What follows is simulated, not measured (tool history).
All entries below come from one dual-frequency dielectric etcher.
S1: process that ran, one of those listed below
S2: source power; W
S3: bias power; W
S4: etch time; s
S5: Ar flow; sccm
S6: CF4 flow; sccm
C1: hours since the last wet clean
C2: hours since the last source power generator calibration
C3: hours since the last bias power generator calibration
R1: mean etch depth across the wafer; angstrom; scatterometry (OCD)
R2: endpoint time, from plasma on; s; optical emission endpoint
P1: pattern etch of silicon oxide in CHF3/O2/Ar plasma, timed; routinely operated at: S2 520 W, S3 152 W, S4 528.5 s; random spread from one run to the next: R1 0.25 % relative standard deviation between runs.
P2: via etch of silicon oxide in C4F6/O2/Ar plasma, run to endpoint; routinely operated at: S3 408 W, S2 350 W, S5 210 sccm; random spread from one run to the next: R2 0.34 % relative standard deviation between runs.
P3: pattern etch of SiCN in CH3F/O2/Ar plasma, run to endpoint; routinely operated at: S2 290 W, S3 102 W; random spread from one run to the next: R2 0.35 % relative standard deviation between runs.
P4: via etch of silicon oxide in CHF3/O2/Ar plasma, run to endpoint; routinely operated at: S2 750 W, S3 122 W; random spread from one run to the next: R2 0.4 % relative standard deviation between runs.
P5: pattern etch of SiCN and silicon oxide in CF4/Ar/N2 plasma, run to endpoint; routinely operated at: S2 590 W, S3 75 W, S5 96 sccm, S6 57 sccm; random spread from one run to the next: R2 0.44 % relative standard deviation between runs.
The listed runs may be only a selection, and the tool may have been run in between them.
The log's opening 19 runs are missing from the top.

Run 20, day 9.854: S1 P1, S2 630 W, S3 152 W, S4 528.5 s; C1 377; C2 1210.6; C3 1910.1. Result: R1 10364 angstrom.
Run 21, day 10.379: S1 P5, S2 590 W, S3 75 W, S5 96 sccm, S6 39 sccm; C1 389.6; C2 1223.2; C3 1922.7. Result: R2 10.006 s.
Run 22, day 10.767: S1 P1, S2 520 W, S3 152 W, S4 786 s; C1 398.9; C2 1232.5; C3 1932. Result: R1 14351 angstrom.
Run 23, day 11.325: S1 P5, S2 590 W, S3 75 W, S5 126 sccm, S6 57 sccm; C1 412.3; C2 1245.9; C3 1945.4. Result: R2 10.016 s.
Run 24, day 11.796: S1 P1, S2 610 W, S3 152 W, S4 290.5 s; C1 423.6; C2 1257.2; C3 1956.7. Result: R1 5631.5 angstrom.
Run 25, day 12.446: S1 P3, S2 290 W, S3 145 W; C1 439.2; C2 1272.8; C3 1972.3. Result: R2 19.405 s.
Run 26, day 12.862: S1 P1, S2 340 W, S3 152 W, S4 528.5 s; C1 449.2; C2 1282.8; C3 1982.3. Result: R1 8205.3 angstrom.
Run 27, day 13.367: S1 P1, S2 520 W, S3 152 W, S4 528.5 s; C1 461.3; C2 1294.9; C3 1994.4. Result: R1 9675.9 angstrom.
Run 28, day 13.988: S1 P4, S2 750 W, S3 122 W; C1 476.2; C2 1309.8; C3 2009.3. Result: R2 420.48 s.
Run 29, day 14.312: S1 P1, S2 650 W, S3 101 W, S4 528.5 s; C1 484; C2 1317.6; C3 2017.1. Result: R1 9330.1 angstrom.
Run 30, day 14.85: S1 P2, S2 350 W, S3 408 W, S5 210 sccm; C1 496.9; C2 1330.5; C3 2030. Result: R2 23.085 s.

For run 31, what comes out?
Run 31, day 15.321: S1 P2, S2 350 W, S3 550 W, S5 210 sccm; C1 508.2; C2 1341.8; C3 2041.3. Result: R2 ?.

Run 31 yielded R2 20.658 s.
